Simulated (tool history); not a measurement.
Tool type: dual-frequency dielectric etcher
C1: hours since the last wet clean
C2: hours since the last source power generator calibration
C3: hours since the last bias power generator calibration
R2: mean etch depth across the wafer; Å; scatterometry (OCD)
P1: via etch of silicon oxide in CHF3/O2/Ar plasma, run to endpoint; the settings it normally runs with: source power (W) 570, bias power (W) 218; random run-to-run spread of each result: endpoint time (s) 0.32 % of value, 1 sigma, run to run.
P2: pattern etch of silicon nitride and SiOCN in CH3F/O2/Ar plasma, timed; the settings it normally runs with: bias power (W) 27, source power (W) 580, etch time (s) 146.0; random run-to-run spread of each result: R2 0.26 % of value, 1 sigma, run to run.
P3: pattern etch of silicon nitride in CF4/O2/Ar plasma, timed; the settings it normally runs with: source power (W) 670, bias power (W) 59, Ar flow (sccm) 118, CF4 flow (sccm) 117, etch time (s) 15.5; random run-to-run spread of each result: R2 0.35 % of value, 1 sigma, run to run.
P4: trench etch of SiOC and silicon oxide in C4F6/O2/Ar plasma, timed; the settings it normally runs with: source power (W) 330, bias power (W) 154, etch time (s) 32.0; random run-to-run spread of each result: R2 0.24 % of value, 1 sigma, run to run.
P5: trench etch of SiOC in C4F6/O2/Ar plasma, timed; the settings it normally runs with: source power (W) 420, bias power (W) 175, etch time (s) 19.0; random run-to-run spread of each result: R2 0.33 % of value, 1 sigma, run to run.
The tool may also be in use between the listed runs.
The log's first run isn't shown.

run 2 hour=16.1 | process_that_ran=P4 source_power_(W)=330 bias_power_(W)=154 etch_time_(s)=32.0 | C1=431.2 C2=1687.7 C3=3708.0 | R2=559.02
run 3 hour=24.1 | process_that_ran=P4 source_power_(W)=330 bias_power_(W)=92 etch_time_(s)=32.0 | C1=439.2 C2=1695.7 C3=3716.0 | R2=482.52
run 4 hour=31.7 | process_that_ran=P5 source_power_(W)=420 bias_power_(W)=175 etch_time_(s)=19.0 | C1=446.8 C2=1703.3 C3=3723.6 | R2=397.51
run 5 hour=39.7 | process_that_ran=P1 source_power_(W)=570 bias_power_(W)=218 | C1=454.8 C2=1711.3 C3=3731.6 | endpoint_time_(s)=209.07
run 6 hour=46.8 | process_that_ran=P3 source_power_(W)=950 bias_power_(W)=59 etch_time_(s)=15.5 Ar_flow_(sccm)=118 CF4_flow_(sccm)=117 | C1=461.9 C2=1718.4 C3=3738.7 | R2=553.09
run 7 hour=53.8 | process_that_ran=P1 source_power_(W)=460 bias_power_(W)=265 | C1=468.9 C2=1725.4 C3=3745.7 | endpoint_time_(s)=212.90
run 8 hour=60.8 | process_that_ran=P2 source_power_(W)=740 bias_power_(W)=27 etch_time_(s)=146.0 | C1=475.9 C2=1732.4 C3=3752.7 | R2=262.39
run 9 hour=68.5 | process_that_ran=P1 source_power_(W)=570 bias_power_(W)=218 | C1=483.6 C2=1740.1 C3=3760.4 | endpoint_time_(s)=210.74
run 10 hour=77.1 | process_that_ran=P2 source_power_(W)=580 bias_power_(W)=27 etch_time_(s)=146.0 | C1=492.2 C2=1748.7 C3=3769.0 | R2=240.72
run 11 hour=84.0 | process_that_ran=P1 source_power_(W)=450 bias_power_(W)=218 | C1=499.1 C2=1755.6 C3=3775.9 | endpoint_time_(s)=229.47
run 12 hour=92.3 | process_that_ran=P1 source_power_(W)=570 bias_power_(W)=171 | C1=507.4 C2=1763.9 C3=3784.2 | endpoint_time_(s)=229.15
run 13 hour=98.0 | process_that_ran=P1 source_power_(W)=450 bias_power_(W)=283 | C1=513.1 C2=1769.6 C3=3789.9 | endpoint_time_(s)=210.11
run 14 hour=105.5 | process_that_ran=P4 source_power_(W)=450 bias_power_(W)=154 etch_time_(s)=32.0 | C1=520.6 C2=1777.1 C3=3797.4 | R2=631.83
run 15 hour=112.1 | process_that_ran=P2 source_power_(W)=580 bias_power_(W)=27 etch_time_(s)=146.0 | C1=527.2 C2=1783.7 C3=3804.0 | R2=241.22
run 16 hour=118.7 | process_that_ran=P3 source_power_(W)=670 bias_power_(W)=59 etch_time_(s)=15.5 Ar_flow_(sccm)=118 CF4_flow_(sccm)=157 | C1=533.8 C2=1790.3 C3=3810.6 | R2=418.58
run 17 hour=123.0 | process_that_ran=P5 source_power_(W)=420 bias_power_(W)=232 etch_time_(s)=19.0 | C1=538.1 C2=1794.6 C3=3814.9 | R2=432.98
run 18 hour=132.0 | process_that_ran=P2 source_power_(W)=580 bias_power_(W)=16 etch_time_(s)=146.0 | C1=547.1 C2=1803.6 C3=3823.9 | R2=193.53
run 19 hour=138.2 | process_that_ran=P1 source_power_(W)=570 bias_power_(W)=261 | C1=553.3 C2=1809.8 C3=3830.1 | endpoint_time_(s)=198.13
run 20 hour=142.3 | process_that_ran=P3 source_power_(W)=670 bias_power_(W)=59 etch_time_(s)=15.5 Ar_flow_(sccm)=118 CF4_flow_(sccm)=117 | C1=557.4 C2=1813.9 C3=3834.2 | R2=405.36
run 21 hour=149.0 | process_that_ran=P1 source_power_(W)=570 bias_power_(W)=218 | C1=564.1 C2=1820.6 C3=3840.9 | endpoint_time_(s)=210.60

Run 22 is up next; what results do you expect?
run 22 hour=157.5 | process_that_ran=P1 source_power_(W)=800 bias_power_(W)=218 | C1=572.6 C2=1829.1 C3=3849.4 | endpoint_time_(s)=?

endpoint time (s): 185.04
